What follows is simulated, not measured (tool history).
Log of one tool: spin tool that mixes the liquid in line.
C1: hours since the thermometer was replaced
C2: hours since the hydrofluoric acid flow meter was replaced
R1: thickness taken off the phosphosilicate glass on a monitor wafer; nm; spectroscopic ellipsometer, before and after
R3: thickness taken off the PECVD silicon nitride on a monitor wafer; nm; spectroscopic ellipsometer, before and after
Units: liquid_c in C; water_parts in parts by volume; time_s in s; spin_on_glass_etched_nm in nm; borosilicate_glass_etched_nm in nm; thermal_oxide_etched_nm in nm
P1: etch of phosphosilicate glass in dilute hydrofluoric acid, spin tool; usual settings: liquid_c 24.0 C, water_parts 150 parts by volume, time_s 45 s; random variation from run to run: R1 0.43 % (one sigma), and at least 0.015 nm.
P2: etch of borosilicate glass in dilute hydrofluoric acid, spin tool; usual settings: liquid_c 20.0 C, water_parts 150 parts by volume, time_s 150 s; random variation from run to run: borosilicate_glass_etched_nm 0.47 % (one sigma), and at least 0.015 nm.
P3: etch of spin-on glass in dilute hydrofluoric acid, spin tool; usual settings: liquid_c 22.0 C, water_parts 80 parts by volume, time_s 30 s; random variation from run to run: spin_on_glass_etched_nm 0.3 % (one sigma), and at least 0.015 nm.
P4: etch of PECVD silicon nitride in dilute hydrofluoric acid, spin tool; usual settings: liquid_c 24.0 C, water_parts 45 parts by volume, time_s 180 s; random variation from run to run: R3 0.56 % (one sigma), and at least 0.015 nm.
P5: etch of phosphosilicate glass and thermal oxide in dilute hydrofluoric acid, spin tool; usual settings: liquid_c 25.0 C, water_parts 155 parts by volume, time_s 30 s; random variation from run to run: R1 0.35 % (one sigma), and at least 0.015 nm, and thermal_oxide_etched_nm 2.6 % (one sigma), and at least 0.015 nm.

{"run": 1, "hour": 7.9, "process": "P1", "liquid_c": 24.0, "water_parts": 150, "time_s": 45, "C1": 1501.4, "C2": 110.8, "R1": 25.202}
{"run": 2, "hour": 16.5, "process": "P3", "liquid_c": 26.5, "water_parts": 80, "time_s": 30, "C1": 1510.0, "C2": 119.4, "spin_on_glass_etched_nm": 10.849}
{"run": 3, "hour": 29.5, "process": "P4", "liquid_c": 24.0, "water_parts": 75, "time_s": 180, "C1": 1523.0, "C2": 132.4, "R3": 4.0369}
{"run": 4, "hour": 40.9, "process": "P4", "liquid_c": 30.5, "water_parts": 45, "time_s": 180, "C1": 1534.4, "C2": 143.8, "R3": 10.248}
{"run": 5, "hour": 50.5, "process": "P2", "liquid_c": 20.0, "water_parts": 150, "time_s": 20, "C1": 1544.0, "C2": 153.4, "borosilicate_glass_etched_nm": 3.2025}
{"run": 6, "hour": 62.8, "process": "P1", "liquid_c": 24.0, "water_parts": 150, "time_s": 45, "C1": 1556.3, "C2": 165.7, "R1": 24.818}
{"run": 7, "hour": 72.9, "process": "P5", "liquid_c": 17.5, "water_parts": 155, "time_s": 30, "C1": 1566.4, "C2": 175.8, "R1": 12.712, "thermal_oxide_etched_nm": 0.65608}
{"run": 8, "hour": 79.8, "process": "P1", "liquid_c": 30.5, "water_parts": 150, "time_s": 45, "C1": 1573.3, "C2": 182.7, "R1": 31.861}
{"run": 9, "hour": 88.7, "process": "P1", "liquid_c": 17.5, "water_parts": 150, "time_s": 70, "C1": 1582.2, "C2": 191.6, "R1": 30.148}
{"run": 10, "hour": 101.1, "process": "P1", "liquid_c": 24.0, "water_parts": 150, "time_s": 45, "C1": 1594.6, "C2": 204.0, "R1": 25.082}
{"run": 11, "hour": 114.6, "process": "P1", "liquid_c": 24.0, "water_parts": 150, "time_s": 75, "C1": 1608.1, "C2": 217.5, "R1": 41.859}
{"run": 12, "hour": 126.5, "process": "P1", "liquid_c": 24.0, "water_parts": 150, "time_s": 45, "C1": 1620.0, "C2": 229.4, "R1": 24.97}
{"run": 13, "hour": 137.9, "process": "P3", "liquid_c": 22.0, "water_parts": 80, "time_s": 30, "C1": 1631.4, "C2": 240.8, "spin_on_glass_etched_nm": 9.0016}
{"run": 14, "hour": 147.6, "process": "P5", "liquid_c": 25.0, "water_parts": 155, "time_s": 30, "C1": 1641.1, "C2": 250.5, "R1": 17.079, "thermal_oxide_etched_nm": 0.88329}
{"run": 15, "hour": 154.6, "process": "P2", "liquid_c": 20.0, "water_parts": 150, "time_s": 150, "C1": 1648.1, "C2": 257.5, "borosilicate_glass_etched_nm": 24.123}
{"run": 16, "hour": 165.4, "process": "P4", "liquid_c": 24.0, "water_parts": 45, "time_s": 180, "C1": 1658.9, "C2": 268.3, "R3": 6.6497}
{"run": 17, "hour": 174.2, "process": "P2", "liquid_c": 24.5, "water_parts": 150, "time_s": 150, "C1": 1667.7, "C2": 277.1, "borosilicate_glass_etched_nm": 28.718}
{"run": 18, "hour": 184.6, "process": "P1", "liquid_c": 19.0, "water_parts": 150, "time_s": 45, "C1": 1678.1, "C2": 287.5, "R1": 20.587}
{"run": 19, "hour": 192.8, "process": "P5", "liquid_c": 25.0, "water_parts": 265, "time_s": 30, "C1": 1686.3, "C2": 295.7, "R1": 8.8151, "thermal_oxide_etched_nm": 0.44538}
{"run": 20, "hour": 205.1, "process": "P1", "liquid_c": 24.0, "water_parts": 95, "time_s": 45, "C1": 1698.6, "C2": 308.0, "R1": 42.059}
{"run": 21, "hour": 217.3, "process": "P2", "liquid_c": 20.0, "water_parts": 55, "time_s": 150, "C1": 1710.8, "C2": 320.2, "borosilicate_glass_etched_nm": 73.815}
{"run": 22, "hour": 227.9, "process": "P3", "liquid_c": 22.0, "water_parts": 80, "time_s": 30, "C1": 1721.4, "C2": 330.8, "spin_on_glass_etched_nm": 9.03}
{"run": 23, "hour": 238.1, "process": "P1", "liquid_c": 24.0, "water_parts": 150, "time_s": 45, "C1": 1731.6, "C2": 341.0, "R1": 25.09}
{"run": 24, "hour": 245.9, "process": "P3", "liquid_c": 22.0, "water_parts": 140, "time_s": 30, "C1": 1739.4, "C2": 348.8, "spin_on_glass_etched_nm": 4.7983}
{"run": 25, "hour": 253.6, "process": "P1", "liquid_c": 24.0, "water_parts": 150, "time_s": 20, "C1": 1747.1, "C2": 356.5, "R1": 11.153}
{"run": 26, "hour": 260.4, "process": "P4", "liquid_c": 24.0, "water_parts": 45, "time_s": 75, "C1": 1753.9, "C2": 363.3, "R3": 2.8135}
{"run": 27, "hour": 270.4, "process": "P1", "liquid_c": 24.0, "water_parts": 235, "time_s": 45, "C1": 1763.9, "C2": 373.3, "R1": 14.598}
{"run": 28, "hour": 282.6, "process": "P4", "liquid_c": 24.0, "water_parts": 45, "time_s": 180, "C1": 1776.1, "C2": 385.5, "R3": 6.6819}
{"run": 29, "hour": 291.7, "process": "P3", "liquid_c": 22.0, "water_parts": 80, "time_s": 15, "C1": 1785.2, "C2": 394.6, "spin_on_glass_etched_nm": 4.5157}

Run 30 comes next. What will it give?
{"run": 30, "hour": 302.8, "process": "P5", "liquid_c": 25.0, "water_parts": 155, "time_s": 45, "C1": 1796.3, "C2": 405.7, "R1": "?", "thermal_oxide_etched_nm": "?"}

R1: 25.5090 nm
thermal_oxide_etched_nm: 1.27750 nm
